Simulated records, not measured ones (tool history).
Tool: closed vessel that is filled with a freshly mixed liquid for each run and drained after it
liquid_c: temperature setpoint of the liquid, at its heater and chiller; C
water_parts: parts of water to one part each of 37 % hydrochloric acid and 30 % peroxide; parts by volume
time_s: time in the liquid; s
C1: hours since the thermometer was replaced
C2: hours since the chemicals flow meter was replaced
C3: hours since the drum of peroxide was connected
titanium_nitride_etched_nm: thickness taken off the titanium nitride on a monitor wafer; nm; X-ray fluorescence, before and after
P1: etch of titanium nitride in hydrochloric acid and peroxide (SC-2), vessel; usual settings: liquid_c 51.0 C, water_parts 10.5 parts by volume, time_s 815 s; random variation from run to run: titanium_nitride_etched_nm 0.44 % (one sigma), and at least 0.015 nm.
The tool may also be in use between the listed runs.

{"run": 1, "hour": 7.5, "liquid_c": 51.0, "water_parts": 10.5, "time_s": 815, "C1": 1650.7, "C2": 788.4, "C3": 152.8, "titanium_nitride_etched_nm": 20.846}
{"run": 2, "hour": 19.3, "liquid_c": 51.0, "water_parts": 17.0, "time_s": 815, "C1": 1662.5, "C2": 800.2, "C3": 164.6, "titanium_nitride_etched_nm": 13.716}
{"run": 3, "hour": 24.7, "liquid_c": 51.0, "water_parts": 10.5, "time_s": 815, "C1": 1667.9, "C2": 805.6, "C3": 170.0, "titanium_nitride_etched_nm": 20.971}
{"run": 4, "hour": 36.9, "liquid_c": 51.0, "water_parts": 10.5, "time_s": 815, "C1": 1680.1, "C2": 817.8, "C3": 182.2, "titanium_nitride_etched_nm": 20.777}
{"run": 5, "hour": 44.7, "liquid_c": 51.0, "water_parts": 10.5, "time_s": 1605, "C1": 1687.9, "C2": 825.6, "C3": 190.0, "titanium_nitride_etched_nm": 40.701}
{"run": 6, "hour": 51.9, "liquid_c": 51.0, "water_parts": 10.5, "time_s": 815, "C1": 1695.1, "C2": 832.8, "C3": 197.2, "titanium_nitride_etched_nm": 20.913}
{"run": 7, "hour": 62.3, "liquid_c": 51.0, "water_parts": 10.5, "time_s": 30, "C1": 1705.5, "C2": 843.2, "C3": 207.6, "titanium_nitride_etched_nm": 0.7756}
{"run": 8, "hour": 69.9, "liquid_c": 65.5, "water_parts": 10.5, "time_s": 815, "C1": 1713.1, "C2": 850.8, "C3": 215.2, "titanium_nitride_etched_nm": 52.604}
{"run": 9, "hour": 80.6, "liquid_c": 51.0, "water_parts": 4.0, "time_s": 815, "C1": 1723.8, "C2": 861.5, "C3": 225.9, "titanium_nitride_etched_nm": 43.435}
{"run": 10, "hour": 85.9, "liquid_c": 37.0, "water_parts": 10.5, "time_s": 815, "C1": 1729.1, "C2": 866.8, "C3": 231.2, "titanium_nitride_etched_nm": 7.9273}
{"run": 11, "hour": 95.8, "liquid_c": 65.0, "water_parts": 5.5, "time_s": 815, "C1": 1739.0, "C2": 876.7, "C3": 241.1, "titanium_nitride_etched_nm": 84.783}
{"run": 12, "hour": 102.2, "liquid_c": 51.0, "water_parts": 10.5, "time_s": 815, "C1": 1745.4, "C2": 883.1, "C3": 247.5, "titanium_nitride_etched_nm": 20.885}
{"run": 13, "hour": 107.6, "liquid_c": 51.0, "water_parts": 10.5, "time_s": 815, "C1": 1750.8, "C2": 888.5, "C3": 252.9, "titanium_nitride_etched_nm": 21.041}

The next listed run, before its measurement:
{"run": 14, "hour": 113.9, "liquid_c": 51.0, "water_parts": 10.5, "time_s": 815, "C1": 1757.1, "C2": 894.8, "C3": 259.2, "titanium_nitride_etched_nm": "?"}

titanium_nitride_etched_nm: 21.6200 nm

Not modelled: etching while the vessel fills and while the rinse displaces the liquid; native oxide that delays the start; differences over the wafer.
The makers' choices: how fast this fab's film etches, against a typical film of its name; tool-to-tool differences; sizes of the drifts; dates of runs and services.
